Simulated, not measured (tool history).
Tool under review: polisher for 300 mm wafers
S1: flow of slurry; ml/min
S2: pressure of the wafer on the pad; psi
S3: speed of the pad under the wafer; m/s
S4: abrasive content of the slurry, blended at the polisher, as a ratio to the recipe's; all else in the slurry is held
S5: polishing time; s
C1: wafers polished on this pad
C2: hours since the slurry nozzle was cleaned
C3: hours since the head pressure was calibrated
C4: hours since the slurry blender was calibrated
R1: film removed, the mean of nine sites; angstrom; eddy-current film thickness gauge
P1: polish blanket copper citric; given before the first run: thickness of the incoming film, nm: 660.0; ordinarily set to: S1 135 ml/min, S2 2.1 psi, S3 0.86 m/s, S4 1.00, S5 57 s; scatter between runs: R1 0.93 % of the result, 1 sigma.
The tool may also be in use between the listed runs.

| run | hour | S1 | S2 | S3 | S4 | S5 | C1 | C2 | C3 | C4 | R1 |
|---|---|---|---|---|---|---|---|---|---|---|---|
| 1 | 7.6 | 135 | 2.1 | 0.86 | 1.00 | 57 | 362 | 203.7 | 583.6 | 97.7 | 851.10 |
| 2 | 22.6 | 135 | 1.3 | 0.86 | 1.00 | 57 | 466 | 218.7 | 598.6 | 112.7 | 543.14 |
| 3 | 29.5 | 165 | 2.1 | 0.86 | 1.30 | 57 | 514 | 225.6 | 605.5 | 119.6 | 934.97 |
|  | 33.0 | slurry nozzle cleaned |
| 4 | 45.1 | 135 | 2.1 | 0.86 | 1.50 | 57 | 622 | 12.2 | 621.1 | 135.2 | 942.94 |
| 5 | 59.0 | 135 | 2.1 | 0.38 | 1.00 | 57 | 718 | 26.1 | 635.0 | 149.1 | 394.26 |
| 6 | 68.9 | 135 | 2.7 | 0.86 | 1.00 | 57 | 787 | 36.0 | 644.9 | 159.0 | 1074.90 |
| 7 | 84.2 | 135 | 2.1 | 0.86 | 1.00 | 57 | 893 | 51.3 | 660.2 | 174.3 | 844.29 |
| 8 | 91.8 | 135 | 2.1 | 0.86 | 1.00 | 57 | 946 | 58.9 | 667.8 | 181.9 | 848.01 |
| 9 | 98.7 | 95 | 2.1 | 0.86 | 1.00 | 57 | 993 | 65.8 | 674.7 | 188.8 | 792.40 |
| 10 | 113.0 | 135 | 2.1 | 0.86 | 0.55 | 57 | 1093 | 80.1 | 689.0 | 203.1 | 747.33 |
| 11 | 125.9 | 135 | 2.1 | 0.86 | 1.00 | 57 | 1182 | 93.0 | 701.9 | 216.0 | 852.20 |
| 12 | 141.5 | 135 | 2.1 | 1.28 | 1.00 | 57 | 1290 | 108.6 | 717.5 | 231.6 | 1241.20 |
| 13 | 149.4 | 205 | 2.1 | 0.86 | 1.00 | 57 | 1345 | 116.5 | 725.4 | 239.5 | 912.67 |
| 14 | 161.0 | 135 | 2.1 | 0.86 | 1.00 | 36 | 1425 | 128.1 | 737.0 | 251.1 | 539.40 |
| 15 | 169.2 | 135 | 2.1 | 0.86 | 1.00 | 88 | 1482 | 136.3 | 745.2 | 259.3 | 1313.00 |
| 16 | 176.9 | 135 | 2.1 | 0.86 | 1.30 | 35 | 1535 | 144.0 | 752.9 | 267.0 | 556.56 |
| 17 | 185.9 | 135 | 2.1 | 0.86 | 1.00 | 57 | 1598 | 153.0 | 761.9 | 276.0 | 851.02 |
| 18 | 196.5 | 135 | 2.1 | 0.86 | 1.00 | 57 | 1671 | 163.6 | 772.5 | 286.6 | 826.55 |
| 19 | 204.7 | 135 | 2.1 | 0.86 | 1.00 | 57 | 1728 | 171.8 | 780.7 | 294.8 | 814.68 |
| 20 | 214.8 | 135 | 2.1 | 0.86 | 1.00 | 57 | 1798 | 181.9 | 790.8 | 304.9 | 797.02 |
| 21 | 229.9 | 135 | 2.1 | 0.86 | 1.00 | 57 | 1903 | 197.0 | 805.9 | 320.0 | 771.49 |
| 22 | 238.1 | 135 | 2.1 | 0.86 | 1.00 | 57 | 1960 | 205.2 | 814.1 | 328.2 | 783.80 |
| 23 | 250.9 | 135 | 2.1 | 0.86 | 1.00 | 57 | 2048 | 218.0 | 826.9 | 341.0 | 760.19 |
| 24 | 258.8 | 135 | 2.1 | 0.86 | 1.00 | 57 | 2103 | 225.9 | 834.8 | 348.9 | 755.52 |
|  | 261.2 | slurry blender recalibrated |
|  | 265.2 | head pressure recalibrated |
| 25 | 274.1 | 135 | 2.1 | 0.86 | 1.00 | 57 | 2209 | 241.2 | 9.0 | 12.9 | 757.00 |
| 26 | 289.2 | 135 | 2.1 | 0.86 | 1.00 | 57 | 2314 | 256.3 | 24.1 | 28.0 | 769.63 |
| 27 | 296.3 | 135 | 2.1 | 0.86 | 1.00 | 57 | 2363 | 263.4 | 31.2 | 35.1 | 757.73 |

Something has made what P1 gives creep away from where it was; the 2 causes below, each at its own stated size, fit the log equally well:
A: removal rate lost through wear of the pad, % = 11.1
B: slurry flow missing at the pad, % = 38.8
The drift started at roughly hour 185.9.
Every other cause this tool's parts could produce, and why it does not fit the log:
head's pressure below its setpoint, %: its service at hour 265.2 followed the start of the drift and did not put the process back to its old value
abrasive missing from the slurry, %: its service at hour 261.2 followed the start of the drift and did not put the process back to its old value

Consider the 4 check runs below, whose results appear as question marks and each of which averages 5 wafers. Which one distinguishes the causes, in that each cause would give it a clearly different result?
| check 1 | 303.4 | 190 | 2.1 | 0.86 | 1.00 | 57 |  |  |  |  | ? |
| check 2 | 303.4 | 135 | 2.5 | 0.86 | 1.00 | 57 |  |  |  |  | ? |
| check 3 | 303.4 | 135 | 2.7 | 0.86 | 1.00 | 57 |  |  |  |  | ? |
| check 4 | 303.4 | 135 | 1.6 | 0.86 | 1.00 | 57 |  |  |  |  | ? |

Expected result of each check under each candidate cause:
| check | result | if A | if B |
|---|---|---|---|
| check 1 | R1 | 802.55 | 828.42 |
| check 2 | R1 | 898.05 | 898.63 |
| check 3 | R1 | 967.50 | 968.13 |
| check 4 | R1 | 585.50 | 585.88 |
Per-check spread between the two closest causes, in the result where they differ most: check 1 3.17 %; check 2 0.06 %; check 3 0.06 %; check 4 0.06 %
Check 1 tells the causes apart: in the others they would give nearly the same result.

Check 1 has now been run. It gave: R1 807.01 angstrom. Which of the candidate causes is it?

A is the cause: removal rate lost through wear of the pad, %.
